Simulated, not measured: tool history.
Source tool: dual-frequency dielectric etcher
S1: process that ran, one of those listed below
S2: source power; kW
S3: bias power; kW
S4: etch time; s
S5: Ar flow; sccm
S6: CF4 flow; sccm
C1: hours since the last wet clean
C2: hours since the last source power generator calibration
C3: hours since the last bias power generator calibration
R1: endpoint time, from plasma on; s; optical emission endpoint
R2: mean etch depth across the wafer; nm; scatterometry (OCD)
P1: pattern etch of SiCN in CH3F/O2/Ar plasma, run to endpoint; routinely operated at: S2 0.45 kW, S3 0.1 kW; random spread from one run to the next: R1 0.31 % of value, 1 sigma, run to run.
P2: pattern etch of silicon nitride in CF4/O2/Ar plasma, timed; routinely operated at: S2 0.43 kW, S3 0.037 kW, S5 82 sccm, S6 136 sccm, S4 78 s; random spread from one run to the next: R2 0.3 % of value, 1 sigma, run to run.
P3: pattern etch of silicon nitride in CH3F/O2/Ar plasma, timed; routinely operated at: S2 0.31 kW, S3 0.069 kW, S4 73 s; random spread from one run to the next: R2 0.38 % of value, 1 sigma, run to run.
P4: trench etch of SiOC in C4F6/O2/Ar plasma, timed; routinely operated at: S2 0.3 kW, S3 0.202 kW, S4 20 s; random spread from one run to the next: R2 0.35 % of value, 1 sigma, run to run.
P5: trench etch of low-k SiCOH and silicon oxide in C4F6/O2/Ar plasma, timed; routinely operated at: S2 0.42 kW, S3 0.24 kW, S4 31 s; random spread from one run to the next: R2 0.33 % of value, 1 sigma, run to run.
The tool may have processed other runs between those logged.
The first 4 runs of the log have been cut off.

run 5 hour=64.9 | S1=P2 S2=0.43 S3=0.037 S4=98.5 S5=82 S6=136 | C1=158.4 C2=834.4 C3=2352.2 | R2=160.11
run 6 hour=81.6 | S1=P5 S2=0.42 S3=0.332 S4=31 | C1=175.1 C2=851.1 C3=2368.9 | R2=119.53
run 7 hour=92.5 | S1=P2 S2=0.43 S3=0.037 S4=78 S5=82 S6=189 | C1=186 C2=862 C3=2379.8 | R2=131.2
run 8 hour=103.5 | S1=P1 S2=0.45 S3=0.138 | C1=197 C2=873 C3=2390.8 | R1=15.325
run 9 hour=118 | S1=P5 S2=0.57 S3=0.24 S4=31 | C1=211.5 C2=887.5 C3=2405.3 | R2=120.45
run 10 hour=126.7 | S1=P2 S2=0.43 S3=0.037 S4=78 S5=82 S6=136 | C1=220.2 C2=896.2 C3=2414 | R2=126.32
run 11 hour=139.1 | S1=P1 S2=0.45 S3=0.08 | C1=232.6 C2=908.6 C3=2426.4 | R1=18.833
run 12 hour=152.2 | S1=P3 S2=0.42 S3=0.069 S4=73 | C1=245.7 C2=921.7 C3=2439.5 | R2=51.199
run 13 hour=166.4 | S1=P2 S2=0.25 S3=0.037 S4=78 S5=82 S6=136 | C1=259.9 C2=935.9 C3=2453.7 | R2=78.509
run 14 hour=178.9 | S1=P1 S2=0.45 S3=0.1 | C1=272.4 C2=948.4 C3=2466.2 | R1=17.347
run 15 hour=193.1 | S1=P2 S2=0.43 S3=0.037 S4=78 S5=82 S6=136 | C1=286.6 C2=962.6 C3=2480.4 | R2=127.11
run 16 hour=205.9 | S1=P2 S2=0.43 S3=0.047 S4=78 S5=82 S6=136 | C1=299.4 C2=975.4 C3=2493.2 | R2=138.57
run 17 hour=214.9 | S1=P1 S2=0.58 S3=0.064 | C1=308.4 C2=984.4 C3=2502.2 | R1=18.502
run 18 hour=226.9 | S1=P3 S2=0.31 S3=0.086 S4=73 | C1=320.4 C2=996.4 C3=2514.2 | R2=48.765
run 19 hour=243.2 | S1=P4 S2=0.3 S3=0.202 S4=12.5 | C1=336.7 C2=1012.7 C3=2530.5 | R2=24.712
run 20 hour=258.1 | S1=P1 S2=0.34 S3=0.1 | C1=351.6 C2=1027.6 C3=2545.4 | R1=19.178
run 21 hour=274.4 | S1=P1 S2=0.45 S3=0.1 | C1=367.9 C2=1043.9 C3=2561.7 | R1=17.425
run 22 hour=284.5 | S1=P2 S2=0.43 S3=0.037 S4=78 S5=51 S6=136 | C1=378 C2=1054 C3=2571.8 | R2=132.19
run 23 hour=301.5 | S1=P4 S2=0.3 S3=0.202 S4=20 | C1=395 C2=1071 C3=2588.8 | R2=39.464
run 24 hour=317 | S1=P5 S2=0.42 S3=0.24 S4=23 | C1=410.5 C2=1086.5 C3=2604.3 | R2=79.234
run 25 hour=327.8 | S1=P1 S2=0.45 S3=0.1 | C1=421.3 C2=1097.3 C3=2615.1 | R1=17.368

Run 26, settings as shown, results not yet in. Your forecast:
run 26 hour=341.6 | S1=P4 S2=0.22 S3=0.202 S4=20 | C1=435.1 C2=1111.1 C3=2628.9 | R2=?

{"run 26": {"R2": 34.824}}
